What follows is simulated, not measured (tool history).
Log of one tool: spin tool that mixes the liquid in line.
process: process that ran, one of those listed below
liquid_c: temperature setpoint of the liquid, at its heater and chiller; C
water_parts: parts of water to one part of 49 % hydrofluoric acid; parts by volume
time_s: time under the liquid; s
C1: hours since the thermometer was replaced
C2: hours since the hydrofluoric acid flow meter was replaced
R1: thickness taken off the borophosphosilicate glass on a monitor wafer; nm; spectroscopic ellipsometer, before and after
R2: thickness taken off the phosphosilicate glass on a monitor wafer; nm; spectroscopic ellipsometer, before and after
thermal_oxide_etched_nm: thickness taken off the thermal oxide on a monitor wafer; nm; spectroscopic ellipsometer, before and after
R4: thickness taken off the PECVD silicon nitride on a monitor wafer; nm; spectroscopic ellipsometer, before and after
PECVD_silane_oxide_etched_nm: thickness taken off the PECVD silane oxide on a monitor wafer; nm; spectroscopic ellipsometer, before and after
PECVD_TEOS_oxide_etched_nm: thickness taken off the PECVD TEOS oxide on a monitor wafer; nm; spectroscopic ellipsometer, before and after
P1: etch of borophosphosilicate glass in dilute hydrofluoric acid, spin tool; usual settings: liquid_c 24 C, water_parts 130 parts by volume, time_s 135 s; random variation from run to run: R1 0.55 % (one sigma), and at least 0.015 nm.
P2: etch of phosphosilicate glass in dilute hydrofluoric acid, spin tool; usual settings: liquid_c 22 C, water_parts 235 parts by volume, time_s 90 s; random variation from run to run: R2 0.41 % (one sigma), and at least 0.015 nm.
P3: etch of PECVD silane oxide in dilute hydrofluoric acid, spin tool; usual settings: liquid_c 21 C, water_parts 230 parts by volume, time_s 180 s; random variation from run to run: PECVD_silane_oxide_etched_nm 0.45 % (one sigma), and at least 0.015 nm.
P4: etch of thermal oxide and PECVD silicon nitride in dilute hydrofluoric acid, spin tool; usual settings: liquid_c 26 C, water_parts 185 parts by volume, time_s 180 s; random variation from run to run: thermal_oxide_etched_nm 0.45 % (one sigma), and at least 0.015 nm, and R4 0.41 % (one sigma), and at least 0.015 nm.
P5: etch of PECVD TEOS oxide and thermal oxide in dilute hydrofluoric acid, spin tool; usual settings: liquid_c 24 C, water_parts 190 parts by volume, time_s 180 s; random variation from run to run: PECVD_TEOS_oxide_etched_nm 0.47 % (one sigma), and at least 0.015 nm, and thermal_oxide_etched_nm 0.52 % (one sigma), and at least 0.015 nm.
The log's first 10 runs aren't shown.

{"run": 11, "hour": 133.0, "process": "P1", "liquid_c": 24, "water_parts": 235, "time_s": 135, "C1": 1288.3, "C2": 297.9, "R1": 18.077}
{"run": 12, "hour": 141.7, "process": "P1", "liquid_c": 24, "water_parts": 130, "time_s": 210, "C1": 1297, "C2": 306.6, "R1": 57.367}
{"run": 13, "hour": 150.5, "process": "P1", "liquid_c": 24, "water_parts": 130, "time_s": 135, "C1": 1305.8, "C2": 315.4, "R1": 36.919}
{"run": 14, "hour": 160.0, "process": "P1", "liquid_c": 24, "water_parts": 130, "time_s": 15, "C1": 1315.3, "C2": 324.9, "R1": 4.0756}
{"run": 15, "hour": 168.6, "process": "P5", "liquid_c": 24, "water_parts": 290, "time_s": 180, "C1": 1323.9, "C2": 333.5, "thermal_oxide_etched_nm": 2.2675, "PECVD_TEOS_oxide_etched_nm": 14.19}
{"run": 16, "hour": 180.3, "process": "P3", "liquid_c": 17, "water_parts": 230, "time_s": 180, "C1": 1335.6, "C2": 345.2, "PECVD_silane_oxide_etched_nm": 14.736}
{"run": 17, "hour": 188.0, "process": "P1", "liquid_c": 31.5, "water_parts": 130, "time_s": 135, "C1": 1343.3, "C2": 352.9, "R1": 49.038}
{"run": 18, "hour": 198.5, "process": "P1", "liquid_c": 28.5, "water_parts": 130, "time_s": 20, "C1": 1353.8, "C2": 363.4, "R1": 6.5203}
{"run": 19, "hour": 208.6, "process": "P1", "liquid_c": 18, "water_parts": 210, "time_s": 135, "C1": 1363.9, "C2": 373.5, "R1": 16.588}
{"run": 20, "hour": 222.4, "process": "P1", "liquid_c": 24, "water_parts": 45, "time_s": 135, "C1": 1377.7, "C2": 387.3, "R1": 119.67}
{"run": 21, "hour": 231.8, "process": "P5", "liquid_c": 24, "water_parts": 190, "time_s": 180, "C1": 1387.1, "C2": 396.7, "thermal_oxide_etched_nm": 3.8488, "PECVD_TEOS_oxide_etched_nm": 24.131}
{"run": 22, "hour": 242.5, "process": "P1", "liquid_c": 24, "water_parts": 130, "time_s": 135, "C1": 1397.8, "C2": 407.4, "R1": 36.621}
{"run": 23, "hour": 256.3, "process": "P3", "liquid_c": 21, "water_parts": 230, "time_s": 180, "C1": 1411.6, "C2": 421.2, "PECVD_silane_oxide_etched_nm": 17.208}

Run 24 comes next. What will it give?
{"run": 24, "hour": 268.2, "process": "P5", "liquid_c": 24, "water_parts": 190, "time_s": 315, "C1": 1423.5, "C2": 433.1, "thermal_oxide_etched_nm": "?", "PECVD_TEOS_oxide_etched_nm": "?"}

Run 24 gave thermal_oxide_etched_nm 6.6187 nm, PECVD_TEOS_oxide_etched_nm 41.915 nm.
